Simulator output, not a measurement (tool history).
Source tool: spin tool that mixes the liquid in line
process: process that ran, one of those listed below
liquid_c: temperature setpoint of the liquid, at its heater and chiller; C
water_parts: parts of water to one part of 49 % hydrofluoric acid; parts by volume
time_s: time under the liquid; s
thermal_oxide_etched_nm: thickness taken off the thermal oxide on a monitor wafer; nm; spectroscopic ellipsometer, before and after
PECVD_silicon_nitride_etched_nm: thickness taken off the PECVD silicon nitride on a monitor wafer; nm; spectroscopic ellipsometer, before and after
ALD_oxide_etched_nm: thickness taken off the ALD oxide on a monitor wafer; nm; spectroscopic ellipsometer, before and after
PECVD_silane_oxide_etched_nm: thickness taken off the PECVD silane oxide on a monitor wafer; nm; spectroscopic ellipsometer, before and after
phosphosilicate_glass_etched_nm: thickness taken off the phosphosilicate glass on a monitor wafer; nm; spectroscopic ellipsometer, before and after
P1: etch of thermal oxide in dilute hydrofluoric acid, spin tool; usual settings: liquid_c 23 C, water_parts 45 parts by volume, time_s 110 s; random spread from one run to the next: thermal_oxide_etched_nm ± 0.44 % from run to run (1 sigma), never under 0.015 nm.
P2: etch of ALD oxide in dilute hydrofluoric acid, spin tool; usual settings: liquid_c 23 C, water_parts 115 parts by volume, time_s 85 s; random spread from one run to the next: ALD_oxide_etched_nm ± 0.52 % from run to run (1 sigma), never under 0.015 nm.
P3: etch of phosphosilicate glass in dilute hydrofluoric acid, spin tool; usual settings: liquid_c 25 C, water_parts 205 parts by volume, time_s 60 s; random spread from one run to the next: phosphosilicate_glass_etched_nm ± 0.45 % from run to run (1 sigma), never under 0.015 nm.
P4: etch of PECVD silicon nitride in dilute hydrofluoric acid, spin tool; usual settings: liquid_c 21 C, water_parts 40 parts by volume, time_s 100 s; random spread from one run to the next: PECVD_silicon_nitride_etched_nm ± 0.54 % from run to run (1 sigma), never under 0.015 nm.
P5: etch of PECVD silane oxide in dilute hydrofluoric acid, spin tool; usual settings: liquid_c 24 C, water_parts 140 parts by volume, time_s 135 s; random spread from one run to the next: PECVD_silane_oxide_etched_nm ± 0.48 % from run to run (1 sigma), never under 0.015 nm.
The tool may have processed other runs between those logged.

run	hour	process	liquid_c	water_parts	time_s	hours since the thermometer was replaced	hours since the hydrofluoric acid flow meter was replaced	thermal_oxide_etched_nm	PECVD_silicon_nitride_etched_nm	ALD_oxide_etched_nm	PECVD_silane_oxide_etched_nm	phosphosilicate_glass_etched_nm
1	3.6	P1	23	45	110	1738.4	765.2	11.751				
2	9.4	P4	21	20	100	1744.2	771		19.994			
3	16.7	P1	23	45	110	1751.5	778.3	11.829				
4	24.4	P4	29.5	40	100	1759.2	786		18.103			
5	32.6	P4	21	40	100	1767.4	794.2		10.36			
6	39.8	P1	23	25	110	1774.6	801.4	21.866				
7	46.4	P2	17	115	85	1781.2	808			9.2646		
8	52	P5	24	140	60	1786.8	813.6				5.9995	
9	56.3	P1	23	45	110	1791.1	817.9	11.832				
10	62.1	P2	23	115	85	1796.9	823.7			11.901		
11	66.9	P1	23	45	110	1801.7	828.5	11.729				
12	75.1	P5	24	140	135	1809.9	836.7				13.531	
13	83.3	P5	31	140	135	1818.1	844.9				17.681	
14	90.3	P3	25	205	105	1825.1	851.9					29.236
15	95.6	P4	21	40	45	1830.4	857.2		4.6775			
16	100.9	P1	23	45	180	1835.7	862.5	19.107				
17	104.6	P3	18	205	60	1839.4	866.2					12.94
18	109.9	P1	23	75	110	1844.7	871.5	6.722				
19	114.8	P2	23	115	140	1849.6	876.4			19.21		
20	122.4	P1	29.5	45	110	1857.2	884	15.329				
21	126.8	P3	25	205	60	1861.6	888.4					16.691
22	132.7	P3	25	45	60	1867.5	894.3					94.027
# hour 137.1: thermometer replaced
23	139.2	P1	23	45	110	2.1	900.8	11.742				
24	147	P2	23	210	85	9.9	908.6			5.7906		
# hour 149.9: hydrofluoric acid flow meter replaced
25	152.5	P2	23	115	85	15.4	2.6			11.845		
26	160.1	P1	23	45	110	23	10.2	11.769				
27	165.2	P1	23	45	110	28.1	15.3	11.881				
28	170.1	P5	24	30	135	33	20.2				72.822	
29	173.9	P1	23	45	25	36.8	24	2.654				
30	180.1	P1	17	45	110	43	30.2	9.0676				
31	185.4	P3	25	205	60	48.3	35.5					16.78
32	193.6	P1	17	45	200	56.5	43.7	16.517				
33	197.6	P1	23	45	110	60.5	47.7	11.708				
34	203.6	P1	23	45	110	66.5	53.7	11.51				
35	210.6	P1	23	45	110	73.5	60.7	11.322				
36	215	P1	23	45	110	77.9	65.1	11.279				
37	220.4	P1	23	45	110	83.3	70.5	11.144				
38	227.2	P1	23	45	110	90.1	77.3	11.048				
39	234.7	P1	23	45	110	97.6	84.8	11.088				
40	239.9	P1	23	45	110	102.8	90	11.06				
41	244.2	P1	23	45	110	107.1	94.3	11.098				
42	248	P1	23	45	110	110.9	98.1	10.983				

P1 has crept away from where it was. The log is fitted equally well by each of these 2 causes, at the sizes shown:
A: hydrofluoric acid flow below the setpoint (%) = 5.83
B: liquid colder than its thermometer reads (K) = 1.52
The process output started creeping at around hour 197.6.

Of the 4 check runs listed below, each run on one wafer and each result written as a question mark, which would let you distinguish the listed causes because they would give clearly different results?
check 1	251.8	P3	25	110	105							?
check 2	251.8	P2	19	165	85					?		
check 3	251.8	P4	25.5	40	50				?			
check 4	251.8	P5	24	70	135						?	

If the cause were each of the candidates in turn, the checks would give the following:
check	result	if A	if B
check 1	phosphosilicate_glass_etched_nm	57.145	57.651
check 2	ALD_oxide_etched_nm	6.1652	6.2223
check 3	PECVD_silicon_nitride_etched_nm	6.6218	6.3388
check 4	PECVD_silane_oxide_etched_nm	27.666	27.766
How far apart the two closest causes lie, in the result that separates them most: check 1 0.88 %; check 2 0.92 %; check 3 4.37 %; check 4 0.36 %
The other checks would show nearly matching results whichever cause is true, so check 3 is the only one that separates the causes.

Check 3 was then run and gave: PECVD_silicon_nitride_etched_nm 6.3387 nm. Which cause is it?

The correct cause is B, namely: liquid colder than its thermometer reads (K).
